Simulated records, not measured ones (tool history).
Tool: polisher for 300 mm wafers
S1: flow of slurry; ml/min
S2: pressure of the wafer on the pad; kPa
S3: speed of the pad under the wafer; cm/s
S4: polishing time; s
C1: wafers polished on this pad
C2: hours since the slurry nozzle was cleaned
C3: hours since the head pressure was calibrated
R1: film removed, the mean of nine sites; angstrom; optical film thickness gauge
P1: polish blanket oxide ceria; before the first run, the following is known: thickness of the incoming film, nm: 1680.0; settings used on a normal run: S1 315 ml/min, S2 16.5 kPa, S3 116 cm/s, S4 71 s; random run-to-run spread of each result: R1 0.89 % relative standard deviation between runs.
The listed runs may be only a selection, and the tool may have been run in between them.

run	day	S1	S2	S3	S4	C1	C2	C3	R1
1	0.379	315	16.5	116	71	295	127.9	283.0	2885.5
2	0.812	315	16.5	116	71	397	138.3	293.4	2865.8
3	1.138	190	16.5	116	71	474	146.1	301.2	2776.8
4	1.625	455	16.5	116	71	589	157.8	312.9	2987.4
5	2.038	315	16.5	70	71	686	167.7	322.8	1761.1
6	2.438	315	16.5	116	96	780	177.3	332.4	3995.4
7	2.771	315	16.5	116	71	858	185.3	340.4	2884.9
8	3.183	190	24.1	116	71	955	195.2	350.3	3997.3
9	3.483	315	7.6	116	71	1026	202.4	357.5	1330.3
10	3.742	315	25.5	116	71	1087	208.6	363.7	4440.1
11	4.100	315	16.5	174	92	1171	217.2	372.3	5674.2
12	4.471	315	16.5	116	71	1258	226.1	381.2	2933.6
13	4.838	190	16.5	116	44	1345	234.9	390.0	1694.7
14	5.279	315	16.5	116	43	1449	245.5	400.6	1725.6
15	5.671	315	16.5	116	71	1541	254.9	410.0	2962.8
16	5.992	315	16.5	176	71	1616	262.6	417.7	4440.6
17	6.462	315	16.5	116	71	1727	273.9	429.0	2889.3
18	6.846	315	16.5	116	71	1817	283.1	438.2	2856.9
19	7.250	315	16.5	116	71	1913	292.8	447.9	2809.6
# day 7.646: head pressure recalibrated
20	7.696	315	16.5	116	71	2017	303.5	1.3	2852.4
21	7.933	315	16.5	116	71	2073	309.2	7.0	2821.6
22	8.204	315	16.5	116	71	2137	315.7	13.5	2738.1
23	8.521	315	16.5	116	71	2212	323.3	21.1	2828.2
24	8.912	315	16.5	116	71	2304	332.7	30.5	2786.2

Compared with where it was, what P1 gives has crept away. Each cause listed below fits the log as well as the rest, at the size given for it:
A: removal rate lost through wear of the pad, % = 4.79
B: slurry flow missing at the pad, % = 36.6
The creep began at about day 6.462.
All other causes, with the reason each is excluded:
head's pressure below its setpoint, %: serviced at day 7.646, which brought nothing back

Of the 4 check runs below, each run on 5 wafers with the results averaged and each result still a question mark, which one would tell the listed causes apart?
check 1	9.304	315	9.0	116	71				?
check 2	9.304	190	16.5	116	71				?
check 3	9.304	315	7.6	116	46				?
check 4	9.304	315	16.5	72	71				?

If the cause were each of the candidates in turn, the checks would give the following:
check	result	if A	if B
check 1	R1	1494.20	1494.10
check 2	R1	2608.40	2531.70
check 3	R1	819.15	819.08
check 4	R1	1712.20	1712.10
Separation of the two closest causes in each check, using whichever result separates them best: check 1 0.01 %; check 2 2.99 %; check 3 0.01 %; check 4 0.01 %
Of the check runs offered, only check 2 discriminates between the causes; the rest would read about the same regardless of which cause applies.

Here is what check 2 returned: R1 2531.10 angstrom. Which cause is it?

B is the cause: slurry flow missing at the pad, %.
